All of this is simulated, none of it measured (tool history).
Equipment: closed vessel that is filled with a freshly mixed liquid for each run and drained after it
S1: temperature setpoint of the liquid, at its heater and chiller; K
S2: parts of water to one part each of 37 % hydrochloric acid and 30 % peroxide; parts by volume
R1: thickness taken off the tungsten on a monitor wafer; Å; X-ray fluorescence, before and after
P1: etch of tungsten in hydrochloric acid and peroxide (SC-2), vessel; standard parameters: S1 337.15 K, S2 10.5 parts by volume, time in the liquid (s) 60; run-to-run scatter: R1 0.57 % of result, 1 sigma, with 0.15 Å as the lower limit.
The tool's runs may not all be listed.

Run 1, hour 4: S1 337.15 K, S2 10.5 parts by volume, time in the liquid (s) 60. Result: R1 399.45 Å.
Run 2, hour 8.7: S1 337.15 K, S2 4 parts by volume, time in the liquid (s) 60. Result: R1 826.09 Å.
Run 3, hour 11.4: S1 337.15 K, S2 10.5 parts by volume, time in the liquid (s) 60. Result: R1 403.17 Å.
At hour 12.6: chemicals flow meter replaced.
Run 4, hour 16.1: S1 337.15 K, S2 10.5 parts by volume, time in the liquid (s) 60. Result: R1 401.85 Å.
Run 5, hour 21.8: S1 345.15 K, S2 10.5 parts by volume, time in the liquid (s) 60. Result: R1 644.33 Å.
Run 6, hour 25.4: S1 337.15 K, S2 10.5 parts by volume, time in the liquid (s) 115. Result: R1 771.27 Å.
Run 7, hour 29.6: S1 337.15 K, S2 10.5 parts by volume, time in the liquid (s) 60. Result: R1 403.27 Å.
Run 8, hour 32.6: S1 337.15 K, S2 10.5 parts by volume, time in the liquid (s) 35. Result: R1 235.63 Å.
Run 9, hour 38.7: S1 337.15 K, S2 17.5 parts by volume, time in the liquid (s) 60. Result: R1 258.46 Å.
Run 10, hour 42.6: S1 320.65 K, S2 10.5 parts by volume, time in the liquid (s) 60. Result: R1 139.04 Å.
Run 11, hour 47.9: S1 337.15 K, S2 5.5 parts by volume, time in the liquid (s) 30. Result: R1 337.11 Å.
Run 12, hour 54: S1 337.15 K, S2 10.5 parts by volume, time in the liquid (s) 60. Result: R1 404.46 Å.
Run 13, hour 60.1: S1 337.15 K, S2 10.5 parts by volume, time in the liquid (s) 60. Result: R1 404.32 Å.
Run 14, hour 66.1: S1 337.15 K, S2 10.5 parts by volume, time in the liquid (s) 60. Result: R1 416.1 Å.
Run 15, hour 69.7: S1 337.15 K, S2 10.5 parts by volume, time in the liquid (s) 60. Result: R1 422.34 Å.
Run 16, hour 74.4: S1 337.15 K, S2 10.5 parts by volume, time in the liquid (s) 60. Result: R1 430.75 Å.
Run 17, hour 78.7: S1 337.15 K, S2 10.5 parts by volume, time in the liquid (s) 60. Result: R1 430.55 Å.
Run 18, hour 81.4: S1 337.15 K, S2 10.5 parts by volume, time in the liquid (s) 60. Result: R1 427.64 Å.
Run 19, hour 86.9: S1 337.15 K, S2 10.5 parts by volume, time in the liquid (s) 60. Result: R1 434.73 Å.
Run 20, hour 91.5: S1 337.15 K, S2 10.5 parts by volume, time in the liquid (s) 60. Result: R1 434.02 Å.

The next listed run, before its measurement:
Run 21, hour 94.3: S1 337.15 K, S2 10.5 parts by volume, time in the liquid (s) 60. Result: R1 ?.

{"run 21": {"R1": 437.14}}
